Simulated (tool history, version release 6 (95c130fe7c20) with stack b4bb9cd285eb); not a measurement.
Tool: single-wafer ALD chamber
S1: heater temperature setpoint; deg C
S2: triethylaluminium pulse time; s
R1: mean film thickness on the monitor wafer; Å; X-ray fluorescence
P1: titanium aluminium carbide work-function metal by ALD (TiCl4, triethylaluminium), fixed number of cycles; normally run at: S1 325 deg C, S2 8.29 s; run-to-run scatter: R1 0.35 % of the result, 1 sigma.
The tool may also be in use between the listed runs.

{"run": 1, "hour": 15.7, "S1": 325, "S2": 8.29, "R1": 21.682}
{"run": 2, "hour": 27.2, "S1": 325, "S2": 3.26, "R1": 15.439}
{"run": 3, "hour": 38.8, "S1": 325, "S2": 8.29, "R1": 21.659}
{"run": 4, "hour": 49.4, "S1": 325, "S2": 12.48, "R1": 22.587}
{"run": 5, "hour": 61.5, "S1": 325, "S2": 8.29, "R1": 21.461}
{"run": 6, "hour": 68.8, "S1": 345, "S2": 13.11, "R1": 24.468}
{"run": 7, "hour": 80.0, "S1": 305, "S2": 8.29, "R1": 19.986}
{"run": 8, "hour": 89.5, "S1": 325, "S2": 8.29, "R1": 21.644}
{"run": 9, "hour": 100.5, "S1": 310, "S2": 4.86, "R1": 17.452}
{"run": 10, "hour": 108.0, "S1": 325, "S2": 8.29, "R1": 21.46}
{"run": 11, "hour": 121.4, "S1": 349, "S2": 8.29, "R1": 23.727}
{"run": 12, "hour": 133.0, "S1": 325, "S2": 8.29, "R1": 21.623}
{"run": 13, "hour": 144.5, "S1": 340, "S2": 5.93, "R1": 21.232}
{"run": 14, "hour": 159.7, "S1": 325, "S2": 8.29, "R1": 21.522}
{"run": 15, "hour": 171.9, "S1": 325, "S2": 8.29, "R1": 21.583}
{"run": 16, "hour": 184.6, "S1": 325, "S2": 8.29, "R1": 21.402}
{"run": 17, "hour": 199.5, "S1": 325, "S2": 8.29, "R1": 21.296}
{"run": 18, "hour": 211.7, "S1": 325, "S2": 8.29, "R1": 21.371}
{"run": 19, "hour": 224.3, "S1": 325, "S2": 8.29, "R1": 21.114}
{"run": 20, "hour": 231.9, "S1": 325, "S2": 8.29, "R1": 21.222}
{"run": 21, "hour": 240.5, "S1": 325, "S2": 8.29, "R1": 21.099}
{"run": 22, "hour": 256.7, "S1": 325, "S2": 8.29, "R1": 21.225}

The next listed run, before its measurement:
{"run": 23, "hour": 272.2, "S1": 325, "S2": 8.29, "R1": "?"}

Run 23 gave R1 21.274 Å.
